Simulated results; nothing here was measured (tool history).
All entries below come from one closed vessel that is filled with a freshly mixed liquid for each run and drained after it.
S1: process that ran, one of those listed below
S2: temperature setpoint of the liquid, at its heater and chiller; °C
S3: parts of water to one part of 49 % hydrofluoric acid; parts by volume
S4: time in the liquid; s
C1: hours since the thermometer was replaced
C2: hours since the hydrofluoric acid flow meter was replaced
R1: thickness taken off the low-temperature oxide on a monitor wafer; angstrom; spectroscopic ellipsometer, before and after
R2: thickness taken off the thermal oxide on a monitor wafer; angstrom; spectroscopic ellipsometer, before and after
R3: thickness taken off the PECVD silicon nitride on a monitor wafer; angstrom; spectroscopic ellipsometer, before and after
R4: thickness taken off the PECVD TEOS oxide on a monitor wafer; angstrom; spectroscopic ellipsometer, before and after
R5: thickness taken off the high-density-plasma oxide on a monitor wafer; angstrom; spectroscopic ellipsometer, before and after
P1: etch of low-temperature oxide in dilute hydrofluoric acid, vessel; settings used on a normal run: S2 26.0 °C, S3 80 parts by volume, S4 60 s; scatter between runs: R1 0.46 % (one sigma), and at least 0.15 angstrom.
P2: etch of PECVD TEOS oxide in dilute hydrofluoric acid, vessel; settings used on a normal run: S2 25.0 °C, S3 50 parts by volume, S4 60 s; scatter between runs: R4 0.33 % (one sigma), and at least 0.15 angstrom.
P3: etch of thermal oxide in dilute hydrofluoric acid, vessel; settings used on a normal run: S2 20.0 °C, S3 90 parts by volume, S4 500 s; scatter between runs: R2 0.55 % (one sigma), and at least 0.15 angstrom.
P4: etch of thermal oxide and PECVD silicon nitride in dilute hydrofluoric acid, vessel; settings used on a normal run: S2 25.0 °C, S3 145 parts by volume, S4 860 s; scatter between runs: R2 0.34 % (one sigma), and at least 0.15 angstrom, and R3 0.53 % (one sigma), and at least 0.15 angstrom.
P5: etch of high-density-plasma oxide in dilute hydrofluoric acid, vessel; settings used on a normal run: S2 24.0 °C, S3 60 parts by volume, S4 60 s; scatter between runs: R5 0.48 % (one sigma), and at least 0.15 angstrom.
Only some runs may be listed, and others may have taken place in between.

{"run": 1, "hour": 14.8, "S1": "P1", "S2": 26.0, "S3": 80, "S4": 60, "C1": 901.6, "C2": 470.8, "R1": 192.99}
{"run": 2, "hour": 25.7, "S1": "P4", "S2": 17.5, "S3": 145, "S4": 860, "C1": 912.5, "C2": 481.7, "R2": 200.76, "R3": 65.145}
{"run": 3, "hour": 38.8, "S1": "P3", "S2": 20.0, "S3": 35, "S4": 500, "C1": 925.6, "C2": 494.8, "R2": 636.91}
{"run": 4, "hour": 53.4, "S1": "P1", "S2": 20.5, "S3": 30, "S4": 60, "C1": 940.2, "C2": 509.4, "R1": 435.92}
{"run": 5, "hour": 63.2, "S1": "P2", "S2": 25.0, "S3": 50, "S4": 60, "C1": 950.0, "C2": 519.2, "R4": 342.46}
{"run": 6, "hour": 72.0, "S1": "P1", "S2": 19.5, "S3": 115, "S4": 60, "C1": 958.8, "C2": 528.0, "R1": 98.534}
{"run": 7, "hour": 81.5, "S1": "P1", "S2": 26.0, "S3": 80, "S4": 60, "C1": 968.3, "C2": 537.5, "R1": 192.57}
{"run": 8, "hour": 95.5, "S1": "P1", "S2": 26.0, "S3": 80, "S4": 30, "C1": 982.3, "C2": 551.5, "R1": 97.22}
{"run": 9, "hour": 106.7, "S1": "P4", "S2": 25.0, "S3": 145, "S4": 30, "C1": 993.5, "C2": 562.7, "R2": 9.617, "R3": 3.9927}
{"run": 10, "hour": 120.9, "S1": "P3", "S2": 20.0, "S3": 90, "S4": 500, "C1": 1007.7, "C2": 576.9, "R2": 233.52}
{"run": 11, "hour": 131.9, "S1": "P2", "S2": 25.0, "S3": 80, "S4": 60, "C1": 1018.7, "C2": 587.9, "R4": 206.16}
{"run": 12, "hour": 138.6, "S1": "P4", "S2": 25.0, "S3": 145, "S4": 860, "C1": 1025.4, "C2": 594.6, "R2": 270.6, "R3": 107.45}
{"run": 13, "hour": 145.5, "S1": "P1", "S2": 19.5, "S3": 80, "S4": 60, "C1": 1032.3, "C2": 601.5, "R1": 148.24}
{"run": 14, "hour": 154.1, "S1": "P3", "S2": 17.0, "S3": 90, "S4": 500, "C1": 1040.9, "C2": 610.1, "R2": 203.03}
{"run": 15, "hour": 164.3, "S1": "P1", "S2": 26.0, "S3": 80, "S4": 60, "C1": 1051.1, "C2": 620.3, "R1": 193.57}
{"run": 16, "hour": 175.4, "S1": "P4", "S2": 25.0, "S3": 145, "S4": 860, "C1": 1062.2, "C2": 631.4, "R2": 268.12, "R3": 107.53}
{"run": 17, "hour": 184.0, "S1": "P2", "S2": 21.0, "S3": 50, "S4": 60, "C1": 1070.8, "C2": 640.0, "R4": 289.28}
{"run": 18, "hour": 196.1, "S1": "P1", "S2": 26.0, "S3": 80, "S4": 95, "C1": 1082.9, "C2": 652.1, "R1": 306.98}
{"run": 19, "hour": 205.0, "S1": "P5", "S2": 17.0, "S3": 60, "S4": 60, "C1": 1091.8, "C2": 661.0, "R5": 39.772}
{"run": 20, "hour": 214.2, "S1": "P5", "S2": 24.0, "S3": 60, "S4": 120, "C1": 1101.0, "C2": 670.2, "R5": 106.46}
{"run": 21, "hour": 221.9, "S1": "P1", "S2": 26.0, "S3": 130, "S4": 60, "C1": 1108.7, "C2": 677.9, "R1": 111.43}
{"run": 22, "hour": 231.1, "S1": "P1", "S2": 26.0, "S3": 80, "S4": 60, "C1": 1117.9, "C2": 687.1, "R1": 192.59}
{"run": 23, "hour": 238.3, "S1": "P1", "S2": 26.0, "S3": 80, "S4": 60, "C1": 1125.1, "C2": 694.3, "R1": 192.06}
{"run": 24, "hour": 251.6, "S1": "P1", "S2": 26.0, "S3": 80, "S4": 60, "C1": 1138.4, "C2": 707.6, "R1": 192.9}
{"run": 25, "hour": 264.0, "S1": "P3", "S2": 20.0, "S3": 90, "S4": 500, "C1": 1150.8, "C2": 720.0, "R2": 229.69}

Predict the results of run 26:
{"run": 26, "hour": 276.2, "S1": "P5", "S2": 24.0, "S3": 60, "S4": 60, "C1": 1163.0, "C2": 732.2, "R5": "?"}

R5: 53.322 angstrom

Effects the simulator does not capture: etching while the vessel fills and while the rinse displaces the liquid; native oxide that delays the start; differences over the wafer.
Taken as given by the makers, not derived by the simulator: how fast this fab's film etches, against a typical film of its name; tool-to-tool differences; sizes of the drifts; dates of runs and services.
